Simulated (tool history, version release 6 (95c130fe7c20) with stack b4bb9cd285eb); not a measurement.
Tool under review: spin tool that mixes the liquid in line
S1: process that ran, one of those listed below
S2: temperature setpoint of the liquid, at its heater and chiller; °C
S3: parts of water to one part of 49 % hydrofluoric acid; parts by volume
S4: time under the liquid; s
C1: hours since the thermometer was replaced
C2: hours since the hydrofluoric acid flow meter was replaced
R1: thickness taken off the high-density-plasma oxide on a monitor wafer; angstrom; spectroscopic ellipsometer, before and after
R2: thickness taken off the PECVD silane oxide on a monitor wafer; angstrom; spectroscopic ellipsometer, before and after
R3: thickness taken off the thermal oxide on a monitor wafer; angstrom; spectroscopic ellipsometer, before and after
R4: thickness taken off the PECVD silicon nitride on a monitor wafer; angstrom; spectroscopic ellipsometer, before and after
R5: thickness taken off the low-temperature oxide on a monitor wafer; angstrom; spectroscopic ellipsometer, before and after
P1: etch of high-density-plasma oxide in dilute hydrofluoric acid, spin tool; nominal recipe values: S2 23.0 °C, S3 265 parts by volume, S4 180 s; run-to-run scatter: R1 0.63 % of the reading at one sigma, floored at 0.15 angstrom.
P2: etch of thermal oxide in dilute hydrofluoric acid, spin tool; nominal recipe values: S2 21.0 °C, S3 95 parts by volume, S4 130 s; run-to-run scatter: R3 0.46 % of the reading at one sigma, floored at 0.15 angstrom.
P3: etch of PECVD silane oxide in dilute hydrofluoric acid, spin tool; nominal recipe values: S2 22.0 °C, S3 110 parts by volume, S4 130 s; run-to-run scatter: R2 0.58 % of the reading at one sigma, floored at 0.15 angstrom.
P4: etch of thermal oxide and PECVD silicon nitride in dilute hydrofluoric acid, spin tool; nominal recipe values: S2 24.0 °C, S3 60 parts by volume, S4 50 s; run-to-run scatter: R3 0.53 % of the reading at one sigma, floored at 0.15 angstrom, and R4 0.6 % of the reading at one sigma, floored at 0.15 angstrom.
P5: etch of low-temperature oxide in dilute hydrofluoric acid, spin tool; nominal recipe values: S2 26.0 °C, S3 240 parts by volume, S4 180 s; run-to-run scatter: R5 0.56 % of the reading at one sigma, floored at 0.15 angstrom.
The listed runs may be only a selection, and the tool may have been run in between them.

Run 1, hour 4.3: S1 P1, S2 23.0 °C, S3 265 parts by volume, S4 180 s; C1 1505.9; C2 470.6. Result: R1 36.693 angstrom.
Run 2, hour 8.2: S1 P1, S2 23.0 °C, S3 265 parts by volume, S4 180 s; C1 1509.8; C2 474.5. Result: R1 36.053 angstrom.
Run 3, hour 12.6: S1 P3, S2 22.0 °C, S3 110 parts by volume, S4 45 s; C1 1514.2; C2 478.9. Result: R2 183.91 angstrom.
Run 4, hour 15.4: S1 P3, S2 22.0 °C, S3 160 parts by volume, S4 130 s; C1 1517.0; C2 481.7. Result: R2 343.37 angstrom.
Run 5, hour 17.9: S1 P4, S2 24.0 °C, S3 60 parts by volume, S4 100 s; C1 1519.5; C2 484.2. Result: R3 79.8810 angstrom, R4 92.728 angstrom.
Run 6, hour 21.5: S1 P3, S2 30.0 °C, S3 110 parts by volume, S4 130 s; C1 1523.1; C2 487.8. Result: R2 720.48 angstrom.
Run 7, hour 25.6: S1 P1, S2 23.0 °C, S3 265 parts by volume, S4 180 s; C1 1527.2; C2 491.9. Result: R1 36.328 angstrom.
Run 8, hour 29.3: S1 P5, S2 26.0 °C, S3 240 parts by volume, S4 30 s; C1 1530.9; C2 495.6. Result: R5 16.084 angstrom.
Run 9, hour 33.3: S1 P5, S2 34.0 °C, S3 240 parts by volume, S4 180 s; C1 1534.9; C2 499.6. Result: R5 130.230 angstrom.
Run 10, hour 35.7: S1 P1, S2 23.0 °C, S3 265 parts by volume, S4 355 s; C1 1537.3; C2 502.0. Result: R1 71.050 angstrom.
Run 11, hour 40.1: S1 P2, S2 25.5 °C, S3 95 parts by volume, S4 130 s; C1 1541.7; C2 506.4. Result: R3 67.6220 angstrom.
Run 12, hour 44.1: S1 P4, S2 24.0 °C, S3 100 parts by volume, S4 50 s; C1 1545.7; C2 510.4. Result: R3 22.7850 angstrom, R4 28.056 angstrom.
Run 13, hour 46.9: S1 P5, S2 26.0 °C, S3 240 parts by volume, S4 180 s; C1 1548.5; C2 513.2. Result: R5 98.645 angstrom.
Run 14, hour 49.6: S1 P4, S2 24.0 °C, S3 60 parts by volume, S4 50 s; C1 1551.2; C2 515.9. Result: R3 39.9010 angstrom, R4 46.703 angstrom.
Run 15, hour 52.1: S1 P3, S2 22.0 °C, S3 110 parts by volume, S4 130 s; C1 1553.7; C2 518.4. Result: R2 536.02 angstrom.
Run 16, hour 55.7: S1 P2, S2 21.0 °C, S3 95 parts by volume, S4 130 s; C1 1557.3; C2 522.0. Result: R3 56.2160 angstrom.
Run 17, hour 57.8: S1 P4, S2 32.0 °C, S3 60 parts by volume, S4 50 s; C1 1559.4; C2 524.1. Result: R3 55.5170 angstrom, R4 77.788 angstrom.
Run 18, hour 60.5: S1 P1, S2 23.0 °C, S3 265 parts by volume, S4 90 s; C1 1562.1; C2 526.8. Result: R1 18.349 angstrom.
Run 19, hour 63.9: S1 P2, S2 21.0 °C, S3 175 parts by volume, S4 130 s; C1 1565.5; C2 530.2. Result: R3 27.7620 angstrom.
Run 20, hour 66.3: S1 P5, S2 26.0 °C, S3 240 parts by volume, S4 180 s; C1 1567.9; C2 532.6. Result: R5 98.402 angstrom.
Run 21, hour 69.5: S1 P2, S2 21.0 °C, S3 95 parts by volume, S4 20 s; C1 1571.1; C2 535.8. Result: R3 8.6331 angstrom.
Run 22, hour 73.0: S1 P1, S2 17.0 °C, S3 430 parts by volume, S4 180 s; C1 1574.6; C2 539.3. Result: R1 15.558 angstrom.
At hour 73.4: hydrofluoric acid flow meter replaced.
Run 23, hour 76.6: S1 P1, S2 23.0 °C, S3 60 parts by volume, S4 180 s; C1 1578.2; C2 3.3. Result: R1 200.000 angstrom.
Run 24, hour 79.4: S1 P1, S2 23.0 °C, S3 265 parts by volume, S4 180 s; C1 1581.0; C2 6.1. Result: R1 36.025 angstrom.
Run 25, hour 83.2: S1 P1, S2 17.0 °C, S3 265 parts by volume, S4 180 s; C1 1584.8; C2 9.9. Result: R1 29.051 angstrom.
Run 26, hour 87.5: S1 P1, S2 29.0 °C, S3 265 parts by volume, S4 180 s; C1 1589.1; C2 14.2. Result: R1 44.476 angstrom.
Run 27, hour 89.5: S1 P2, S2 21.0 °C, S3 95 parts by volume, S4 130 s; C1 1591.1; C2 16.2. Result: R3 56.6980 angstrom.
Run 28, hour 93.5: S1 P1, S2 23.0 °C, S3 265 parts by volume, S4 180 s; C1 1595.1; C2 20.2. Result: R1 36.056 angstrom.
Run 29, hour 96.0: S1 P5, S2 26.0 °C, S3 440 parts by volume, S4 180 s; C1 1597.6; C2 22.7. Result: R5 44.161 angstrom.
Run 30, hour 98.8: S1 P1, S2 23.0 °C, S3 440 parts by volume, S4 180 s; C1 1600.4; C2 25.5. Result: R1 18.771 angstrom.
Run 31, hour 102.5: S1 P1, S2 23.0 °C, S3 265 parts by volume, S4 180 s; C1 1604.1; C2 29.2. Result: R1 36.090 angstrom.
Run 32, hour 104.6: S1 P1, S2 23.0 °C, S3 265 parts by volume, S4 180 s; C1 1606.2; C2 31.3. Result: R1 37.184 angstrom.
Run 33, hour 107.2: S1 P1, S2 23.0 °C, S3 265 parts by volume, S4 180 s; C1 1608.8; C2 33.9. Result: R1 36.833 angstrom.
Run 34, hour 111.6: S1 P1, S2 23.0 °C, S3 265 parts by volume, S4 180 s; C1 1613.2; C2 38.3. Result: R1 37.845 angstrom.
Run 35, hour 115.5: S1 P1, S2 23.0 °C, S3 265 parts by volume, S4 180 s; C1 1617.1; C2 42.2. Result: R1 37.747 angstrom.
Run 36, hour 117.6: S1 P1, S2 23.0 °C, S3 265 parts by volume, S4 180 s; C1 1619.2; C2 44.3. Result: R1 38.079 angstrom.
Run 37, hour 120.0: S1 P1, S2 23.0 °C, S3 265 parts by volume, S4 180 s; C1 1621.6; C2 46.7. Result: R1 37.693 angstrom.
Run 38, hour 124.3: S1 P1, S2 23.0 °C, S3 265 parts by volume, S4 180 s; C1 1625.9; C2 51.0. Result: R1 37.944 angstrom.
Run 39, hour 128.7: S1 P1, S2 23.0 °C, S3 265 parts by volume, S4 180 s; C1 1630.3; C2 55.4. Result: R1 38.450 angstrom.
Run 40, hour 132.7: S1 P1, S2 23.0 °C, S3 265 parts by volume, S4 180 s; C1 1634.3; C2 59.4. Result: R1 38.311 angstrom.

The output of P1 has drifted from where it used to be. Each of the 2 causes below, taken at the size shown beside it, accounts for the log equally well:
A: liquid hotter than its thermometer reads (K) = 1.73
B: hydrofluoric acid flow above the setpoint (%) = 4.99
The process output started creeping at around hour 102.5.

Listed below are the offered check runs, one wafer per run, with question marks in place of results. For which of them would the causes give clearly different outcomes?
Run check 1, hour 136.7: S1 P4, S2 28.0 °C, S3 60 parts by volume, S4 50 s. Result: R3 ?, R4 ?.
Run check 2, hour 136.7: S1 P5, S2 34.0 °C, S3 240 parts by volume, S4 180 s. Result: R5 ?.
Run check 3, hour 136.7: S1 P2, S2 21.0 °C, S3 165 parts by volume, S4 130 s. Result: R3 ?.
Run check 4, hour 136.7: S1 P3, S2 30.0 °C, S3 110 parts by volume, S4 130 s. Result: R2 ?.

Check results expected under each cause:
  check  result     if A     if B
check 1      R3  50.0440  49.2950
check 1      R4   67.709   63.527
check 2      R5  136.470  137.640
check 3      R3  32.1940  31.8740
check 4      R2   770.46   764.50
How far apart the two closest causes lie, in the result that separates them most: check 1 6.38 %; check 2 0.85 %; check 3 1 %; check 4 0.78 %
The causes can be told apart only by check 1. The other checks would give nearly the same results under each of them.

Then check 1 was run and gave: R3 49.8920 angstrom; R4 68.156 angstrom. Which cause is it?

The cause is A: liquid hotter than its thermometer reads (K).

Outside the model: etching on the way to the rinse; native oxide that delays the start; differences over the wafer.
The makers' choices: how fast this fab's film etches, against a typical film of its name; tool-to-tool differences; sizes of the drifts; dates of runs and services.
